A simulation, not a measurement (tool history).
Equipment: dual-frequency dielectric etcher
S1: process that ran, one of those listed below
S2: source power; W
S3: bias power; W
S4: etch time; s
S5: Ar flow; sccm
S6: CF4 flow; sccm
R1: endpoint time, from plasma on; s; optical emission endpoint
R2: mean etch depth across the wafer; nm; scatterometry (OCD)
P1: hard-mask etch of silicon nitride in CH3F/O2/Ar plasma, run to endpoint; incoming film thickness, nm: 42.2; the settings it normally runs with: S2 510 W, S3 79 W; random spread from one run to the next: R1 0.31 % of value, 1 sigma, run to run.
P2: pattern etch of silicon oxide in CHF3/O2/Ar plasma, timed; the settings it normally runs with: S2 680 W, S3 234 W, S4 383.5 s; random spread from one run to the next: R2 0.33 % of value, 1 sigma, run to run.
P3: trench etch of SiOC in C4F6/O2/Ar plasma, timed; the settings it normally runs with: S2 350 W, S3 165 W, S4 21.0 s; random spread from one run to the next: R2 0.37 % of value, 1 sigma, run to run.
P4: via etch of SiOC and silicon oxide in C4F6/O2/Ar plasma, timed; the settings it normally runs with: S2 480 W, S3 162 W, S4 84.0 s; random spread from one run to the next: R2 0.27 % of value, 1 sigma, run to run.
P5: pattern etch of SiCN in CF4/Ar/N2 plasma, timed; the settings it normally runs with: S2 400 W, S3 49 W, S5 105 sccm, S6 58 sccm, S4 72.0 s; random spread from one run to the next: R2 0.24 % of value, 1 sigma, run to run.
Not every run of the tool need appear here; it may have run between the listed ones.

run	hour	S1	S2	S3	S4	S5	S6	R1	R2
1	3.5	P1	510	79				52.866	
2	9.1	P2	680	234	290.0				648.300
3	14.8	P5	400	49	72.0	105	58		46.968
4	19.6	P1	510	79				52.811	
5	24.8	P1	510	79				52.555	
6	28.9	P2	500	234	383.5				757.160
7	34.1	P3	350	165	21.0				40.090
8	40.0	P1	510	79				52.533	
9	44.6	P5	500	49	72.0	105	58		56.792
10	48.3	P3	450	165	21.0				44.243
11	54.4	P1	510	79				52.586	
12	60.5	P5	400	30	72.0	105	58		40.201
13	64.9	P4	360	162	84.0				85.558
# hour 68.8: bias power generator calibrated
14	71.0	P2	680	154	383.5				740.700
15	75.7	P3	350	165	21.0				40.249
16	78.4	P4	480	162	115.5				131.380
17	84.1	P1	510	108				47.242	
18	87.7	P4	480	162	84.0				95.325
19	90.7	P5	400	49	72.0	146	58		43.844
20	95.6	P4	480	162	84.0				95.453
21	100.3	P3	350	165	11.5				21.941
22	106.1	P4	480	123	84.0				87.731
23	109.6	P1	400	66				61.461	
24	114.9	P1	680	79				47.261	
25	121.1	P5	400	49	72.0	105	58		46.782
26	126.0	P1	510	61				57.731	
27	131.5	P1	300	79				64.182	
28	136.7	P2	680	234	383.5				854.710
29	141.9	P3	350	134	21.0				37.720
30	146.4	P5	400	49	72.0	105	36		42.778
31	150.1	P5	400	49	106.0	105	58		68.750
32	154.5	P1	510	79				52.561	
33	159.4	P1	510	79				53.261	
34	165.1	P1	510	79				53.007	
35	171.1	P1	510	79				53.271	
# hour 172.6: wet clean of the chamber
36	175.2	P1	510	79				53.491	
37	180.4	P1	510	79				53.546	
38	183.6	P1	510	79				53.462	
39	188.3	P1	510	79				53.172	

What P1 gives has crept off from where it sat before. The 2 causes that follow fit the log equally well, each at the size noted:
A: bias power that arrives under what is set, % = 4.44
B: source power that arrives under what is set, % = 4.01
The creep began at about hour 154.5.
Why every other cause is out:
chamber walls in a state that lowers the etch rate, %: work on it at hour 172.6, done after the drift set in, did not restore what the process gave before

Below are 4 check runs, each on a single wafer, with their results shown as question marks. Which of them would tell the listed causes apart, meaning the causes would give clearly different results under it?
check 1	193.0	P5	400	49	72.0	105	58		?
check 2	193.0	P2	680	234	383.5				?
check 3	193.0	P4	480	162	84.0				?
check 4	193.0	P3	350	165	21.0				?

How each check would come out, cause by cause:
check	result	if A	if B
check 1	R2	46.047	45.090
check 2	R2	839.260	839.600
check 3	R2	94.130	93.943
check 4	R2	39.583	39.512
Separation of the two closest causes in each check, using whichever result separates them best: check 1 2.1 %; check 2 0.04 %; check 3 0.2 %; check 4 0.18 %
The other checks would show nearly matching results whichever cause is true, so check 1 is the only one that separates the causes.

Here is what check 1 returned: R2 45.074 nm. Which cause is it?

Of the candidate causes, it is B: source power that arrives under what is set, %.
